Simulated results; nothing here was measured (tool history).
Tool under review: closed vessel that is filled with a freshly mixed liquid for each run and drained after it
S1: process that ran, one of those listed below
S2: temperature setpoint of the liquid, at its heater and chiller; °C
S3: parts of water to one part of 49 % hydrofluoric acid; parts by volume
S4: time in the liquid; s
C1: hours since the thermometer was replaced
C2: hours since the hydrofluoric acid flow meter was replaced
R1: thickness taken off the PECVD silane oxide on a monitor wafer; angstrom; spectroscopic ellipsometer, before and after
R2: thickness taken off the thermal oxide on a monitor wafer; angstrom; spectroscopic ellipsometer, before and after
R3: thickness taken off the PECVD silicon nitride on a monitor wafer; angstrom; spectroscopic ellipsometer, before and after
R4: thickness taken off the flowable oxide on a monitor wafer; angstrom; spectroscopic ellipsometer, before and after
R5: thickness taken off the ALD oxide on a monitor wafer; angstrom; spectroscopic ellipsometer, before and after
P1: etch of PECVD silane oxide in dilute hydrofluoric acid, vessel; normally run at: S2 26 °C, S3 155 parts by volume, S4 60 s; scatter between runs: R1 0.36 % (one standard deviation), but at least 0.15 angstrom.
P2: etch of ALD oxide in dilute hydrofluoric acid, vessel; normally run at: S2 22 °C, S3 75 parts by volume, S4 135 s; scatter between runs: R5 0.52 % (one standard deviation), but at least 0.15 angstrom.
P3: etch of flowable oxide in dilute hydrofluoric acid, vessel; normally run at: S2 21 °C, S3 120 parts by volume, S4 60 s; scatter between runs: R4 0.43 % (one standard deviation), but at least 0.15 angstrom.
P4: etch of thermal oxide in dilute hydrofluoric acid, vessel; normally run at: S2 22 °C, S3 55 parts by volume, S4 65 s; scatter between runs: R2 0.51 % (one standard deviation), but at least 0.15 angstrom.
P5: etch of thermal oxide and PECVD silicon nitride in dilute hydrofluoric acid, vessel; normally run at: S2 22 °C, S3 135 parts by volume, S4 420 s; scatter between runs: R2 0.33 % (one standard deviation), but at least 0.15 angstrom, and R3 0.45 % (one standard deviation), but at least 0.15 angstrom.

run 1 day=0.104 | S1=P1 S2=26 S3=155 S4=60 | C1=833.9 C2=341.6 | R1=80.85
run 2 day=0.267 | S1=P5 S2=17 S3=135 S4=420 | C1=837.8 C2=345.5 | R2=106.35 R3=53.558
run 3 day=0.412 | S1=P1 S2=31 S3=155 S4=60 | C1=841.3 C2=349 | R1=96.574
run 4 day=0.533 | S1=P5 S2=22 S3=75 S4=420 | C1=844.2 C2=351.9 | R2=251.56 R3=133.74
run 5 day=0.692 | S1=P1 S2=26 S3=155 S4=100 | C1=848 C2=355.7 | R1=134.93
run 6 day=0.85 | S1=P1 S2=18 S3=155 S4=60 | C1=851.8 C2=359.5 | R1=59.24
run 7 day=0.967 | S1=P1 S2=26 S3=245 S4=100 | C1=854.6 C2=362.3 | R1=77.471
run 8 day=1.092 | S1=P5 S2=22 S3=135 S4=635 | C1=857.6 C2=365.3 | R2=197.15 R3=113.56
run 9 day=1.271 | S1=P5 S2=22 S3=135 S4=420 | C1=861.9 C2=369.6 | R2=130.22 R3=75.254
run 10 day=1.454 | S1=P4 S2=22 S3=55 S4=65 | C1=866.3 C2=374 | R2=54.722
run 11 day=1.642 | S1=P4 S2=22 S3=55 S4=125 | C1=870.8 C2=378.5 | R2=105.32
run 12 day=1.746 | S1=P3 S2=17 S3=120 S4=60 | C1=873.3 C2=381 | R4=124.92
run 13 day=1.904 | S1=P3 S2=21 S3=120 S4=60 | C1=877.1 C2=384.8 | R4=148.18
run 14 day=2.038 | S1=P1 S2=26 S3=155 S4=60 | C1=880.3 C2=388 | R1=80.883
run 15 day=2.158 | S1=P3 S2=21 S3=40 S4=60 | C1=883.2 C2=390.9 | R4=484.11
run 16 day=2.292 | S1=P3 S2=21 S3=120 S4=35 | C1=886.4 C2=394.1 | R4=86.659
run 17 day=2.4 | S1=P1 S2=26 S3=235 S4=60 | C1=889 C2=396.7 | R1=48.448
run 18 day=2.512 | S1=P2 S2=22 S3=75 S4=135 | C1=891.7 C2=399.4 | R5=228.65
run 19 day=2.733 | S1=P1 S2=26 S3=155 S4=30 | C1=897 C2=404.7 | R1=40.222
run 20 day=2.912 | S1=P2 S2=22 S3=75 S4=35 | C1=901.3 C2=409 | R5=59.733
run 21 day=3.1 | S1=P1 S2=32 S3=155 S4=95 | C1=905.8 C2=413.5 | R1=159.81
run 22 day=3.279 | S1=P4 S2=22 S3=105 S4=65 | C1=910.1 C2=417.8 | R2=27
run 23 day=3.429 | S1=P1 S2=26 S3=155 S4=60 | C1=913.7 C2=421.4 | R1=80.31
run 24 day=3.65 | S1=P2 S2=27 S3=75 S4=135 | C1=919 C2=426.7 | R5=279.66
run 25 day=3.846 | S1=P5 S2=22 S3=135 S4=420 | C1=923.7 C2=431.4 | R2=131.55 R3=75.367
run 26 day=4.012 | S1=P4 S2=22 S3=55 S4=65 | C1=927.7 C2=435.4 | R2=54.367
run 27 day=4.196 | S1=P1 S2=31.5 S3=155 S4=30 | C1=932.1 C2=439.8 | R1=49.487
run 28 day=4.396 | S1=P1 S2=26 S3=50 S4=60 | C1=936.9 C2=444.6 | R1=287.49
-- day=4.421 hydrofluoric acid flow meter replaced
run 29 day=4.525 | S1=P1 S2=26 S3=155 S4=60 | C1=940 C2=2.5 | R1=80.364
run 30 day=4.629 | S1=P2 S2=22 S3=140 S4=135 | C1=942.5 C2=5 | R5=113.1
run 31 day=4.796 | S1=P4 S2=17 S3=55 S4=65 | C1=946.5 C2=9 | R2=44.089
run 32 day=5.012 | S1=P1 S2=26 S3=155 S4=60 | C1=951.7 C2=14.2 | R1=80.862
run 33 day=5.133 | S1=P1 S2=26 S3=155 S4=60 | C1=954.6 C2=17.1 | R1=81.544
run 34 day=5.308 | S1=P1 S2=26 S3=155 S4=60 | C1=958.8 C2=21.3 | R1=82.837
run 35 day=5.512 | S1=P1 S2=26 S3=155 S4=60 | C1=963.7 C2=26.2 | R1=84.019
run 36 day=5.658 | S1=P1 S2=26 S3=155 S4=60 | C1=967.2 C2=29.7 | R1=84.772
run 37 day=5.817 | S1=P1 S2=26 S3=155 S4=60 | C1=971 C2=33.5 | R1=84.203
run 38 day=5.971 | S1=P1 S2=26 S3=155 S4=60 | C1=974.7 C2=37.2 | R1=85.412
run 39 day=6.158 | S1=P1 S2=26 S3=155 S4=60 | C1=979.2 C2=41.7 | R1=85.519
run 40 day=6.362 | S1=P1 S2=26 S3=155 S4=60 | C1=984.1 C2=46.6 | R1=84.849
run 41 day=6.521 | S1=P1 S2=26 S3=155 S4=60 | C1=987.9 C2=50.4 | R1=85.069

What P1 gives has crept off from where it sat before. The 2 causes that follow fit the log equally well, each at the size noted:
A: liquid hotter than its thermometer reads (K) = 1.4
B: hydrofluoric acid flow above the setpoint (%) = 4.48
The creep began at about day 5.012.

Each of the 4 check runs below uses one wafer; its results are left as question marks. Which run tells the causes apart?
run check 1 day=6.679 | S1=P5 S2=22 S3=135 S4=420 | R2=? R3=?
run check 2 day=6.679 | S1=P2 S2=22 S3=75 S4=135 | R5=?
run check 3 day=6.679 | S1=P4 S2=22 S3=55 S4=65 | R2=?
run check 4 day=6.679 | S1=P3 S2=21 S3=120 S4=60 | R4=?

If the cause were each of the candidates in turn, the checks would give the following:
check=check_1 result=R2 if_A=138.08 if_B=137.47
check=check_1 result=R3 if_A=82.308 if_B=78.382
check=check_2 result=R5 if_A=242.34 if_B=240.09
check=check_3 result=R2 if_A=57.813 if_B=57.171
check=check_4 result=R4 if_A=156.22 if_B=155.25
Distance between the nearest two causes, measured in the result of the check that separates them most: check 1 4.89 %; check 2 0.93 %; check 3 1.12 %; check 4 0.63 %
Only check 1 tells the causes apart: in the others they would give nearly the same result.

Running check 1 produced the following: R2 138.05 angstrom; R3 82.034 angstrom. Which one of the listed causes fits?

The correct cause is A, namely: liquid hotter than its thermometer reads (K).
